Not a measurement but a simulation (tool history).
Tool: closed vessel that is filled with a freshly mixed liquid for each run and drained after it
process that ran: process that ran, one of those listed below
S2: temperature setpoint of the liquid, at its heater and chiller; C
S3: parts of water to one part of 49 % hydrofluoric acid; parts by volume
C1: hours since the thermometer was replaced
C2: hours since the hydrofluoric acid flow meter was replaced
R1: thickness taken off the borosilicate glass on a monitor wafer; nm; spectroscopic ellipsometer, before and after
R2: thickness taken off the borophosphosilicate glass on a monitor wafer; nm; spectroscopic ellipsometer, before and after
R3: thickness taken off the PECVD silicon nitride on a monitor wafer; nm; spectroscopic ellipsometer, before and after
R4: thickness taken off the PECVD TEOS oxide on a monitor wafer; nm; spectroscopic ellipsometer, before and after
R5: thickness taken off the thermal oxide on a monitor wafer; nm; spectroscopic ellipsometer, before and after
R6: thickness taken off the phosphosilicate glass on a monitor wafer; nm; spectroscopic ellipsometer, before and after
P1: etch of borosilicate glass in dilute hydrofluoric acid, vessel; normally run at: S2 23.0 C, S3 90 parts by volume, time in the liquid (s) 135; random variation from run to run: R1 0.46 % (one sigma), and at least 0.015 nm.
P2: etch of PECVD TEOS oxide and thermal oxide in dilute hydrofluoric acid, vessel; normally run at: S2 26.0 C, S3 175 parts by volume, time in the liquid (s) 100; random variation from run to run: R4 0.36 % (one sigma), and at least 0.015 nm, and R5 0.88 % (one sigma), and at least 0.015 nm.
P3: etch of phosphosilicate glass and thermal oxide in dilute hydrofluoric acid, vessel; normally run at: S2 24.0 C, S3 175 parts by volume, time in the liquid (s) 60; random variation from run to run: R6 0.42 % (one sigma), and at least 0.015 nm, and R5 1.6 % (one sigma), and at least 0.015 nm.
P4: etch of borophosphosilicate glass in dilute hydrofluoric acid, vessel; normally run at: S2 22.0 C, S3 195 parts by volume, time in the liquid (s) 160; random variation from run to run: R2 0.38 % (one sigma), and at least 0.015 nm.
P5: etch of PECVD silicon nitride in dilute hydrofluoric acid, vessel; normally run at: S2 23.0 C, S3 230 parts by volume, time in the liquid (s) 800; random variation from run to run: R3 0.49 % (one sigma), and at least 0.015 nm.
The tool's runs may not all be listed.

run 1 hour=12.1 | process_that_ran=P1 S2=23.0 S3=90 time_in_the_liquid_(s)=135 | C1=1003.7 C2=870.8 | R1=33.0530
run 2 hour=24.2 | process_that_ran=P4 S2=22.0 S3=195 time_in_the_liquid_(s)=160 | C1=1015.8 C2=882.9 | R2=19.8450
run 3 hour=42.1 | process_that_ran=P5 S2=23.0 S3=230 time_in_the_liquid_(s)=1250 | C1=1033.7 C2=900.8 | R3=30.549
run 4 hour=52.3 | process_that_ran=P1 S2=19.0 S3=90 time_in_the_liquid_(s)=135 | C1=1043.9 C2=911.0 | R1=27.9890
run 5 hour=67.8 | process_that_ran=P4 S2=22.0 S3=195 time_in_the_liquid_(s)=160 | C1=1059.4 C2=926.5 | R2=20.0360
run 6 hour=81.4 | process_that_ran=P1 S2=27.5 S3=90 time_in_the_liquid_(s)=215 | C1=1073.0 C2=940.1 | R1=62.8520
run 7 hour=100.3 | process_that_ran=P1 S2=23.0 S3=130 time_in_the_liquid_(s)=80 | C1=1091.9 C2=959.0 | R1=12.9100
run 8 hour=119.2 | process_that_ran=P4 S2=22.0 S3=30 time_in_the_liquid_(s)=160 | C1=1110.8 C2=977.9 | R2=156.8400
run 9 hour=138.0 | process_that_ran=P1 S2=23.0 S3=155 time_in_the_liquid_(s)=135 | C1=1129.6 C2=996.7 | R1=17.8720
run 10 hour=147.7 | process_that_ran=P2 S2=26.0 S3=40 time_in_the_liquid_(s)=100 | C1=1139.3 C2=1006.4 | R4=47.4710 R5=14.74400
run 11 hour=163.9 | process_that_ran=P1 S2=23.0 S3=90 time_in_the_liquid_(s)=135 | C1=1155.5 C2=1022.6 | R1=32.7550
run 12 hour=181.7 | process_that_ran=P4 S2=22.0 S3=195 time_in_the_liquid_(s)=30 | C1=1173.3 C2=1040.4 | R2=3.7449
run 13 hour=192.3 | process_that_ran=P1 S2=23.0 S3=90 time_in_the_liquid_(s)=195 | C1=1183.9 C2=1051.0 | R1=47.6940
run 14 hour=208.0 | process_that_ran=P1 S2=23.0 S3=90 time_in_the_liquid_(s)=135 | C1=1199.6 C2=1066.7 | R1=33.0120
run 15 hour=221.7 | process_that_ran=P5 S2=23.0 S3=230 time_in_the_liquid_(s)=800 | C1=1213.3 C2=1080.4 | R3=19.323
run 16 hour=236.4 | process_that_ran=P2 S2=32.5 S3=175 time_in_the_liquid_(s)=100 | C1=1228.0 C2=1095.1 | R4=11.6180 R5=3.51910
run 17 hour=254.5 | process_that_ran=P1 S2=23.0 S3=90 time_in_the_liquid_(s)=135 | C1=1246.1 C2=1113.2 | R1=33.2250
run 18 hour=269.2 | process_that_ran=P2 S2=26.0 S3=175 time_in_the_liquid_(s)=175 | C1=1260.8 C2=1127.9 | R4=16.1970 R5=4.95110
run 19 hour=288.1 | process_that_ran=P3 S2=17.0 S3=175 time_in_the_liquid_(s)=60 | C1=1279.7 C2=1146.8 | R5=1.12770 R6=23.529
run 20 hour=297.5 | process_that_ran=P5 S2=23.0 S3=325 time_in_the_liquid_(s)=800 | C1=1289.1 C2=1156.2 | R3=13.861
run 21 hour=309.9 | process_that_ran=P5 S2=23.0 S3=230 time_in_the_liquid_(s)=800 | C1=1301.5 C2=1168.6 | R3=19.413
run 22 hour=324.4 | process_that_ran=P2 S2=26.0 S3=175 time_in_the_liquid_(s)=100 | C1=1316.0 C2=1183.1 | R4=9.2374 R5=2.83230
run 23 hour=340.5 | process_that_ran=P1 S2=23.0 S3=20 time_in_the_liquid_(s)=135 | C1=1332.1 C2=1199.2 | R1=163.1500
run 24 hour=355.1 | process_that_ran=P3 S2=24.0 S3=175 time_in_the_liquid_(s)=30 | C1=1346.7 C2=1213.8 | R5=0.70674 R6=15.324
run 25 hour=369.8 | process_that_ran=P3 S2=24.0 S3=175 time_in_the_liquid_(s)=60 | C1=1361.4 C2=1228.5 | R5=1.45570 R6=30.836
run 26 hour=385.0 | process_that_ran=P1 S2=30.5 S3=90 time_in_the_liquid_(s)=75 | C1=1376.6 C2=1243.7 | R1=24.6330
run 27 hour=401.2 | process_that_ran=P3 S2=24.0 S3=65 time_in_the_liquid_(s)=60 | C1=1392.8 C2=1259.9 | R5=4.50380 R6=94.514
run 28 hour=415.5 | process_that_ran=P1 S2=23.0 S3=90 time_in_the_liquid_(s)=135 | C1=1407.1 C2=1274.2 | R1=33.0190
run 29 hour=428.3 | process_that_ran=P1 S2=23.0 S3=90 time_in_the_liquid_(s)=135 | C1=1419.9 C2=1287.0 | R1=33.2330
run 30 hour=440.4 | process_that_ran=P1 S2=23.0 S3=90 time_in_the_liquid_(s)=40 | C1=1432.0 C2=1299.1 | R1=9.7655
run 31 hour=453.3 | process_that_ran=P1 S2=29.5 S3=90 time_in_the_liquid_(s)=135 | C1=1444.9 C2=1312.0 | R1=42.4780
run 32 hour=465.8 | process_that_ran=P4 S2=17.0 S3=195 time_in_the_liquid_(s)=160 | C1=1457.4 C2=1324.5 | R2=16.2830
run 33 hour=478.3 | process_that_ran=P5 S2=31.0 S3=230 time_in_the_liquid_(s)=800 | C1=1469.9 C2=1337.0 | R3=31.246
run 34 hour=487.9 | process_that_ran=P1 S2=23.0 S3=90 time_in_the_liquid_(s)=135 | C1=1479.5 C2=1346.6 | R1=33.1140
run 35 hour=498.8 | process_that_ran=P1 S2=23.0 S3=90 time_in_the_liquid_(s)=135 | C1=1490.4 C2=1357.5 | R1=33.8420
run 36 hour=516.4 | process_that_ran=P1 S2=23.0 S3=90 time_in_the_liquid_(s)=135 | C1=1508.0 C2=1375.1 | R1=35.0170
run 37 hour=529.1 | process_that_ran=P1 S2=23.0 S3=90 time_in_the_liquid_(s)=135 | C1=1520.7 C2=1387.8 | R1=35.7700
run 38 hour=538.6 | process_that_ran=P1 S2=23.0 S3=90 time_in_the_liquid_(s)=135 | C1=1530.2 C2=1397.3 | R1=35.6870
run 39 hour=549.2 | process_that_ran=P1 S2=23.0 S3=90 time_in_the_liquid_(s)=135 | C1=1540.8 C2=1407.9 | R1=35.6470
run 40 hour=563.5 | process_that_ran=P1 S2=23.0 S3=90 time_in_the_liquid_(s)=135 | C1=1555.1 C2=1422.2 | R1=35.9700
run 41 hour=574.5 | process_that_ran=P1 S2=23.0 S3=90 time_in_the_liquid_(s)=135 | C1=1566.1 C2=1433.2 | R1=36.0720
run 42 hour=590.9 | process_that_ran=P1 S2=23.0 S3=90 time_in_the_liquid_(s)=135 | C1=1582.5 C2=1449.6 | R1=36.1550
run 43 hour=604.7 | process_that_ran=P1 S2=23.0 S3=90 time_in_the_liquid_(s)=135 | C1=1596.3 C2=1463.4 | R1=36.1000
run 44 hour=613.3 | process_that_ran=P1 S2=23.0 S3=90 time_in_the_liquid_(s)=135 | C1=1604.9 C2=1472.0 | R1=36.1400

What P1 gives has crept away from where it was. These 2 causes fit the log equally well, each at the size given:
A: hydrofluoric acid flow above the setpoint (%) = 8.72
B: liquid hotter than its thermometer reads (K) = 2.32
The creep began at about hour 487.9.

4 check runs are offered, one wafer each, their results left as question marks. Which one tells the causes apart?
run check 1 hour=621.9 | process_that_ran=P2 S2=26.0 S3=65 time_in_the_liquid_(s)=155 | R4=? R5=?
run check 2 hour=621.9 | process_that_ran=P4 S2=19.0 S3=195 time_in_the_liquid_(s)=40 | R2=?
run check 3 hour=621.9 | process_that_ran=P3 S2=17.0 S3=85 time_in_the_liquid_(s)=60 | R5=? R6=?
run check 4 hour=621.9 | process_that_ran=P5 S2=29.0 S3=230 time_in_the_liquid_(s)=1210 | R3=?

What each check would give under each cause:
check=check_1 result=R4 if_A=48.2240 if_B=48.2840
check=check_1 result=R5 if_A=14.75600 if_B=14.77500
check=check_2 result=R2 if_A=4.8833 if_B=4.8390
check=check_3 result=R5 if_A=2.71510 if_B=2.73370
check=check_3 result=R6 if_A=57.791 if_B=58.187
check=check_4 result=R3 if_A=45.947 if_B=48.389
How far apart the two closest causes lie, in the result that separates them most: check 1 0.12 %; check 2 0.91 %; check 3 0.68 %; check 4 5.18 %
Check 4 tells the causes apart: in the others they would give nearly the same result.

Check 4 was then run and gave: R3 45.993 nm. Which cause is it?

It is A: hydrofluoric acid flow above the setpoint (%).
